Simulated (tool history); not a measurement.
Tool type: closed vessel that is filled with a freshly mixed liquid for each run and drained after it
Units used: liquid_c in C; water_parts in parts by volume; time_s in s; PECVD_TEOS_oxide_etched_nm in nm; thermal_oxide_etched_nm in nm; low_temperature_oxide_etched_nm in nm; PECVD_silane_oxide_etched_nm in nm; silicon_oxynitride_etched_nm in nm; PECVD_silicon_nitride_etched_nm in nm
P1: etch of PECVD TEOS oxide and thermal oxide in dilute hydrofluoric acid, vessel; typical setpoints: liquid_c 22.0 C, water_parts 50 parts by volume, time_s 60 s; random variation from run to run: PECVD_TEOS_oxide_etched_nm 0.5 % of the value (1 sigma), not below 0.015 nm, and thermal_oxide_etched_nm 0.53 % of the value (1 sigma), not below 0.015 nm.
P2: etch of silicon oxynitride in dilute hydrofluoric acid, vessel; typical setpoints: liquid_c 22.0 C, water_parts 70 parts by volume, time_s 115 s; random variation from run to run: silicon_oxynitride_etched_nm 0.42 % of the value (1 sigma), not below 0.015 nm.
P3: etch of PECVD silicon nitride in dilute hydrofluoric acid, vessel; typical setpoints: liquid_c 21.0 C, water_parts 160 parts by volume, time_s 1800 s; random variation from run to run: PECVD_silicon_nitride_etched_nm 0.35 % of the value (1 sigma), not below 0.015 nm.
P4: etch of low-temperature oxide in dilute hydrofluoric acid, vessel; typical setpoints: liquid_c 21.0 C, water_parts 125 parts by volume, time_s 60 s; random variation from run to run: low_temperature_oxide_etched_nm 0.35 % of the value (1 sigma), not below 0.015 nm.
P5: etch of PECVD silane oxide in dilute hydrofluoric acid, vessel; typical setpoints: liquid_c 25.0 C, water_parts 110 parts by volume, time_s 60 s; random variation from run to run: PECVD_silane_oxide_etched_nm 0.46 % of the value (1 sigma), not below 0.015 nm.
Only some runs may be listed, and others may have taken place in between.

run,hour,process,liquid_c,water_parts,time_s,hours since the thermometer was replaced,hours since the hydrofluoric acid flow meter was replaced,PECVD_TEOS_oxide_etched_nm,thermal_oxide_etched_nm,low_temperature_oxide_etched_nm,PECVD_silane_oxide_etched_nm,silicon_oxynitride_etched_nm,PECVD_silicon_nitride_etched_nm
1,10.4,P1,22.0,50,60,811.8,1059.6,25.025,5.7145,,,,
2,17.3,P4,28.0,125,60,818.7,1066.5,,,7.7386,,,
3,29.9,P4,21.0,125,100,831.3,1079.1,,,9.8034,,,
4,40.0,P5,25.0,110,60,841.4,1089.2,,,,27.968,,
5,47.7,P2,22.0,70,115,849.1,1096.9,,,,,7.1800,
# hour 48.2: thermometer replaced
6,55.8,P3,21.0,160,3470,7.6,1105.0,,,,,,65.918
7,63.2,P5,25.0,110,120,15.0,1112.4,,,,55.590,,
8,77.4,P2,17.0,70,115,29.2,1126.6,,,,,5.6181,
9,92.0,P5,25.0,110,60,43.8,1141.2,,,,27.755,,
10,98.7,P3,17.0,160,1800,50.5,1147.9,,,,,,26.223
11,105.8,P1,22.0,50,30,57.6,1155.0,12.487,2.8352,,,,
12,119.5,P2,22.0,115,115,71.3,1168.7,,,,,4.1955,
13,130.7,P1,22.0,30,60,82.5,1179.9,42.443,9.7011,,,,
14,139.0,P1,17.0,50,60,90.8,1188.2,20.046,4.5838,,,,
15,151.5,P3,21.0,270,1800,103.3,1200.7,,,,,,20.365
16,164.2,P5,29.5,110,60,116.0,1213.4,,,,32.988,,
17,172.4,P1,22.0,50,115,124.2,1221.6,47.772,10.9720,,,,
18,180.9,P5,25.0,30,60,132.7,1230.1,,,,113.360,,
19,195.0,P2,22.0,70,115,146.8,1244.2,,,,,7.2016,
20,201.9,P4,21.0,25,60,153.7,1251.1,,,33.2750,,,
# hour 208.8: hydrofluoric acid flow meter replaced
21,216.1,P4,21.0,125,60,167.9,7.3,,,5.8788,,,
22,226.3,P1,22.0,50,60,178.1,17.5,25.015,5.6600,,,,
23,236.6,P1,22.0,50,60,188.4,27.8,24.791,5.6690,,,,
24,248.0,P1,17.0,50,85,199.8,39.2,28.555,6.5520,,,,
25,258.9,P2,22.0,70,200,210.7,50.1,,,,,12.5390,
26,268.6,P1,22.0,50,60,220.4,59.8,24.888,5.6943,,,,
27,277.5,P1,30.0,50,60,229.3,68.7,34.437,7.8269,,,,
28,289.0,P4,21.0,125,60,240.8,80.2,,,5.9151,,,
29,298.5,P1,22.0,90,60,250.3,89.7,13.362,3.0193,,,,
30,311.6,P3,21.0,160,1800,263.4,102.8,,,,,,33.960
31,324.2,P1,22.0,50,60,276.0,115.4,25.067,5.7090,,,,
32,336.3,P1,22.0,50,60,288.1,127.5,25.765,5.9558,,,,
33,347.7,P1,22.0,50,60,299.5,138.9,26.096,5.9880,,,,
34,357.7,P1,22.0,50,60,309.5,148.9,26.853,6.0363,,,,
35,372.0,P1,22.0,50,60,323.8,163.2,26.940,6.1613,,,,
36,381.5,P1,22.0,50,60,333.3,172.7,26.958,6.1416,,,,
37,390.2,P1,22.0,50,60,342.0,181.4,27.404,6.2235,,,,
38,402.8,P1,22.0,50,60,354.6,194.0,26.951,6.1460,,,,
39,412.2,P1,22.0,50,60,364.0,203.4,27.158,6.2861,,,,
40,418.7,P1,22.0,50,60,370.5,209.9,27.406,6.2177,,,,

P1 no longer gives what it gave before; its output has crept away from where it was. The following 2 causes, each at its listed size, fit the log equally well:
A: hydrofluoric acid flow above the setpoint (%) = 8.52
B: liquid hotter than its thermometer reads (K) = 2.09
The gradual shift began around hour 324.2.

Listed below are the offered check runs, one wafer per run, with question marks in place of results. For which of them would the causes give clearly different outcomes?
check 1,425.2,P2,22.0,110,200,,,,,,,?,
check 2,425.2,P5,25.0,40,60,,,,,,?,,
check 3,425.2,P4,25.5,30,60,,,,,?,,,
check 4,425.2,P3,21.0,210,1800,,,,,,,,?

Check results expected under each cause:
check,result,if A,if B
check 1,silicon_oxynitride_etched_nm,8.4521,8.5414
check 2,PECVD_silane_oxide_etched_nm,91.531,91.466
check 3,low_temperature_oxide_etched_nm,36.2740,36.2940
check 4,PECVD_silicon_nitride_etched_nm,28.274,29.852
Per-check spread between the two closest causes, in the result where they differ most: check 1 1.05 %; check 2 0.07 %; check 3 0.06 %; check 4 5.43 %
Of the check runs offered, only check 4 discriminates between the causes; the rest would read about the same regardless of which cause applies.

Check 4 was carried out, with these results: PECVD_silicon_nitride_etched_nm 29.858 nm. Which of the listed causes is responsible?

Of the candidate causes, it is B: liquid hotter than its thermometer reads (K).
